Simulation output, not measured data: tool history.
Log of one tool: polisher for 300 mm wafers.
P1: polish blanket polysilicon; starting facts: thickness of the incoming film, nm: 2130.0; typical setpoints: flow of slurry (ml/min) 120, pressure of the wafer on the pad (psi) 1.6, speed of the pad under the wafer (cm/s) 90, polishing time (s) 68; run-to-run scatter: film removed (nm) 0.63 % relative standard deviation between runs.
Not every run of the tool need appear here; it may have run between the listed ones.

run,hour,flow of slurry (ml/min),pressure of the wafer on the pad (psi),speed of the pad under the wafer (cm/s),polishing time (s),wafers polished on this pad,hours since the slurry nozzle was cleaned,hours since the head pressure was calibrated,film removed (nm)
1,6.1,120,1.6,90,68,232,575.2,399.6,235.31
2,11.6,120,1.6,142,68,296,580.7,405.1,370.53
3,17.5,165,1.6,90,68,364,586.6,411.0,252.03
4,23.6,120,2.0,90,95,434,592.7,417.1,415.63
5,30.7,70,1.6,90,68,515,599.8,424.2,205.08
6,35.6,120,1.6,90,68,572,604.7,429.1,234.40
7,39.9,120,2.3,90,68,621,609.0,433.4,343.80
8,45.0,120,1.6,90,68,680,614.1,438.5,234.62
9,51.0,120,0.7,90,68,749,620.1,444.5,103.60
10,56.7,120,1.6,90,68,815,625.8,450.2,233.55

Predict the results of run 11:
11,62.5,120,1.6,90,32,881,631.6,456.0,?

{"run 11": {"film removed (nm)": 111.05}}
